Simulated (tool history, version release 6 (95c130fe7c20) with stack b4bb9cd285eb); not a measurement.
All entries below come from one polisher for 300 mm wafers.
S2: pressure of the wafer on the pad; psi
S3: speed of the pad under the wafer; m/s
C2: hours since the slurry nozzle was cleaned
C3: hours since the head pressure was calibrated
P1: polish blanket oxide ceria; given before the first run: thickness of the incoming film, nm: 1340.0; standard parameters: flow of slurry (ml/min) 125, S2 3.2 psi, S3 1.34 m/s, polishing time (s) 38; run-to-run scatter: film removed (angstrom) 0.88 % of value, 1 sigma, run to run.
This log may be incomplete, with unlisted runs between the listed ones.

run 1 hour=8.5 | flow_of_slurry_(ml/min)=125 S2=3.2 S3=1.34 polishing_time_(s)=38 | wafers_polished_on_this_pad=650 C2=81.4 C3=714.1 | film_removed_(angstrom)=2006
run 2 hour=15.1 | flow_of_slurry_(ml/min)=125 S2=3.2 S3=1.34 polishing_time_(s)=51 | wafers_polished_on_this_pad=713 C2=88 C3=720.7 | film_removed_(angstrom)=2688.3
run 3 hour=19.5 | flow_of_slurry_(ml/min)=125 S2=3.2 S3=1.34 polishing_time_(s)=38 | wafers_polished_on_this_pad=755 C2=92.4 C3=725.1 | film_removed_(angstrom)=1983.2
run 4 hour=25.7 | flow_of_slurry_(ml/min)=80 S2=3.2 S3=1.34 polishing_time_(s)=38 | wafers_polished_on_this_pad=814 C2=98.6 C3=731.3 | film_removed_(angstrom)=1795.2
run 5 hour=32.1 | flow_of_slurry_(ml/min)=125 S2=1.4 S3=1.34 polishing_time_(s)=38 | wafers_polished_on_this_pad=875 C2=105 C3=737.7 | film_removed_(angstrom)=876.97
run 6 hour=36.7 | flow_of_slurry_(ml/min)=125 S2=3.2 S3=1.34 polishing_time_(s)=38 | wafers_polished_on_this_pad=919 C2=109.6 C3=742.3 | film_removed_(angstrom)=2026.8
run 7 hour=44.8 | flow_of_slurry_(ml/min)=195 S2=3.2 S3=1.34 polishing_time_(s)=38 | wafers_polished_on_this_pad=996 C2=117.7 C3=750.4 | film_removed_(angstrom)=2177.8
run 8 hour=51.1 | flow_of_slurry_(ml/min)=125 S2=3.2 S3=0.6 polishing_time_(s)=38 | wafers_polished_on_this_pad=1056 C2=124 C3=756.7 | film_removed_(angstrom)=900.42
run 9 hour=58.2 | flow_of_slurry_(ml/min)=125 S2=4.4 S3=1.34 polishing_time_(s)=58 | wafers_polished_on_this_pad=1123 C2=131.1 C3=763.8 | film_removed_(angstrom)=4262
run 10 hour=63.3 | flow_of_slurry_(ml/min)=125 S2=3.2 S3=1.34 polishing_time_(s)=38 | wafers_polished_on_this_pad=1172 C2=136.2 C3=768.9 | film_removed_(angstrom)=1999.2
run 11 hour=69.4 | flow_of_slurry_(ml/min)=125 S2=3.2 S3=1.34 polishing_time_(s)=18 | wafers_polished_on_this_pad=1230 C2=142.3 C3=775 | film_removed_(angstrom)=949.05
run 12 hour=75.9 | flow_of_slurry_(ml/min)=125 S2=2.2 S3=1.34 polishing_time_(s)=25 | wafers_polished_on_this_pad=1292 C2=148.8 C3=781.5 | film_removed_(angstrom)=904.41
run 13 hour=84.7 | flow_of_slurry_(ml/min)=125 S2=3.2 S3=1.34 polishing_time_(s)=38 | wafers_polished_on_this_pad=1375 C2=157.6 C3=790.3 | film_removed_(angstrom)=2007.8
run 14 hour=89.7 | flow_of_slurry_(ml/min)=125 S2=3.2 S3=2.1 polishing_time_(s)=38 | wafers_polished_on_this_pad=1423 C2=162.6 C3=795.3 | film_removed_(angstrom)=3165.6
-- hour=93.3 head pressure recalibrated
run 15 hour=98.2 | flow_of_slurry_(ml/min)=125 S2=4.6 S3=1.34 polishing_time_(s)=38 | wafers_polished_on_this_pad=1504 C2=171.1 C3=4.9 | film_removed_(angstrom)=2906.8
run 16 hour=105.5 | flow_of_slurry_(ml/min)=125 S2=2.2 S3=1.34 polishing_time_(s)=52 | wafers_polished_on_this_pad=1573 C2=178.4 C3=12.2 | film_removed_(angstrom)=1884.7
run 17 hour=111.2 | flow_of_slurry_(ml/min)=125 S2=3.2 S3=1.34 polishing_time_(s)=38 | wafers_polished_on_this_pad=1628 C2=184.1 C3=17.9 | film_removed_(angstrom)=2004.7
run 18 hour=115.8 | flow_of_slurry_(ml/min)=125 S2=3.2 S3=1.34 polishing_time_(s)=38 | wafers_polished_on_this_pad=1671 C2=188.7 C3=22.5 | film_removed_(angstrom)=2018.5
run 19 hour=121.3 | flow_of_slurry_(ml/min)=125 S2=3.2 S3=1.34 polishing_time_(s)=38 | wafers_polished_on_this_pad=1724 C2=194.2 C3=28 | film_removed_(angstrom)=1917.2
run 20 hour=127.8 | flow_of_slurry_(ml/min)=125 S2=3.2 S3=1.34 polishing_time_(s)=38 | wafers_polished_on_this_pad=1786 C2=200.7 C3=34.5 | film_removed_(angstrom)=1894.5
run 21 hour=137 | flow_of_slurry_(ml/min)=125 S2=3.2 S3=1.34 polishing_time_(s)=38 | wafers_polished_on_this_pad=1873 C2=209.9 C3=43.7 | film_removed_(angstrom)=1783.7
run 22 hour=143.8 | flow_of_slurry_(ml/min)=125 S2=3.2 S3=1.34 polishing_time_(s)=38 | wafers_polished_on_this_pad=1938 C2=216.7 C3=50.5 | film_removed_(angstrom)=1820.5
-- hour=147.1 worn pad replaced by a new one
run 23 hour=150.1 | flow_of_slurry_(ml/min)=125 S2=3.2 S3=1.34 polishing_time_(s)=38 | wafers_polished_on_this_pad=29 C2=223 C3=56.8 | film_removed_(angstrom)=1805.6
run 24 hour=157.4 | flow_of_slurry_(ml/min)=125 S2=3.2 S3=1.34 polishing_time_(s)=38 | wafers_polished_on_this_pad=98 C2=230.3 C3=64.1 | film_removed_(angstrom)=1775.9
run 25 hour=161.3 | flow_of_slurry_(ml/min)=125 S2=3.2 S3=1.34 polishing_time_(s)=38 | wafers_polished_on_this_pad=135 C2=234.2 C3=68 | film_removed_(angstrom)=1796

Compared with where it was, what P1 gives has crept away. Each cause listed below fits the log as well as the rest, at the size given for it:
A: slurry flow missing at the pad, % = 38.2
B: head's pressure below its setpoint, % = 11.6
Creep in the process output first set in at about hour 115.8.
The rest of the possible causes, and what rules out each one:
removal rate lost through wear of the pad, %: work on it at hour 147.1, done after the drift set in, did not restore what the process gave before

The 4 check runs listed below each average the results of 5 wafers, and their outcomes are marked with question marks. Under which run would the listed causes produce clearly different results?
run check 1 hour=165.2 | flow_of_slurry_(ml/min)=175 S2=3.2 S3=1.96 polishing_time_(s)=38 | film_removed_(angstrom)=?
run check 2 hour=165.2 | flow_of_slurry_(ml/min)=125 S2=3.2 S3=1.66 polishing_time_(s)=38 | film_removed_(angstrom)=?
run check 3 hour=165.2 | flow_of_slurry_(ml/min)=125 S2=1.5 S3=0.76 polishing_time_(s)=38 | film_removed_(angstrom)=?
run check 4 hour=165.2 | flow_of_slurry_(ml/min)=125 S2=1.4 S3=1.34 polishing_time_(s)=21 | film_removed_(angstrom)=?

What each check would give under each cause:
check=check_1 result=film_removed_(angstrom) if_A=2842.2 if_B=2753.3
check=check_2 result=film_removed_(angstrom) if_A=2195.9 if_B=2196.8
check=check_3 result=film_removed_(angstrom) if_A=471.27 if_B=471.46
check=check_4 result=film_removed_(angstrom) if_A=428.58 if_B=428.76
Minimum pairwise separation of causes per check, each pair taken at its best-separating result: check 1 3.18 %; check 2 0.04 %; check 3 0.04 %; check 4 0.04 %
Check 1 is the one run that separates the causes; every other check would come out nearly the same whichever cause is at work.

Check 1 has now been run. It gave: film removed (angstrom) 2852.5. Which of the candidate causes is it?

The correct cause is A, namely: slurry flow missing at the pad, %.
